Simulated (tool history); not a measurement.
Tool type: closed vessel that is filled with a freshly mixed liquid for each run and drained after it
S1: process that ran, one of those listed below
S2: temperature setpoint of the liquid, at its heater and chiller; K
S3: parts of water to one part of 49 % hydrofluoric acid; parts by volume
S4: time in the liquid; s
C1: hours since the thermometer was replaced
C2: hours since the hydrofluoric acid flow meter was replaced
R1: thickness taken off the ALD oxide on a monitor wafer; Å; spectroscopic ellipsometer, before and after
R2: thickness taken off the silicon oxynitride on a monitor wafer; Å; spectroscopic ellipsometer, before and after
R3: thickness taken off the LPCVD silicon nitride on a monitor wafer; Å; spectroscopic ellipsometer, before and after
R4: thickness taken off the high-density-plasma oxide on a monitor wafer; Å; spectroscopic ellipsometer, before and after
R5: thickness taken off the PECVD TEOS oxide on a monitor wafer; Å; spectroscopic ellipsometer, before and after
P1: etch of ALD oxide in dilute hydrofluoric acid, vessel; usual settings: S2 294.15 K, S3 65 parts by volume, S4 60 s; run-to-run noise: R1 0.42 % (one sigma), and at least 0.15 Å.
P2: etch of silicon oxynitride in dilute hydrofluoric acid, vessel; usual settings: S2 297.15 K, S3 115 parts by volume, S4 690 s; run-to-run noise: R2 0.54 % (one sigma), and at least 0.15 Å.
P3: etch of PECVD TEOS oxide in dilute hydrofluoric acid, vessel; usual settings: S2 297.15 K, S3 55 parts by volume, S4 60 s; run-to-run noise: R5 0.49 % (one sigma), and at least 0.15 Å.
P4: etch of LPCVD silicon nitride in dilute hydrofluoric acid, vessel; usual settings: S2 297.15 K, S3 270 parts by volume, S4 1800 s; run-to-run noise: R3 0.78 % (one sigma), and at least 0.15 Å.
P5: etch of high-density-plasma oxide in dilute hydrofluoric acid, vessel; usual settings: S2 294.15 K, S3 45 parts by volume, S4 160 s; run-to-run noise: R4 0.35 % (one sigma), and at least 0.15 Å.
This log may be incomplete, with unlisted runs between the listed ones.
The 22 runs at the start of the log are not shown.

run	hour	S1	S2	S3	S4	C1	C2	R1	R2	R3	R4	R5
23	93.7	P1	294.15	65	60	363.1	421.6	266.14				
24	98.8	P1	294.15	25	60	368.2	426.7	722.56				
25	101.5	P2	291.65	115	690	370.9	429.4		138.09			
26	104.4	P1	294.15	65	60	373.8	432.3	263.98				
27	110.3	P4	297.15	270	1800	379.7	438.2			33.427		
28	115.3	P3	297.15	55	60	384.7	443.2					332.58
29	118.7	P3	297.15	90	60	388.1	446.6					195.09
30	122.5	P1	290.15	65	105	391.9	450.4	391.28				
31	125.1	P1	294.15	65	60	394.5	453	267.36				
32	129.1	P1	294.15	65	60	398.5	457	265.77				
33	134	P1	294.15	65	60	403.4	461.9	255.39				

Predict the results of run 34:
34	137.2	P1	294.15	65	60	406.6	465.1	?				

R1: 252.94 Å

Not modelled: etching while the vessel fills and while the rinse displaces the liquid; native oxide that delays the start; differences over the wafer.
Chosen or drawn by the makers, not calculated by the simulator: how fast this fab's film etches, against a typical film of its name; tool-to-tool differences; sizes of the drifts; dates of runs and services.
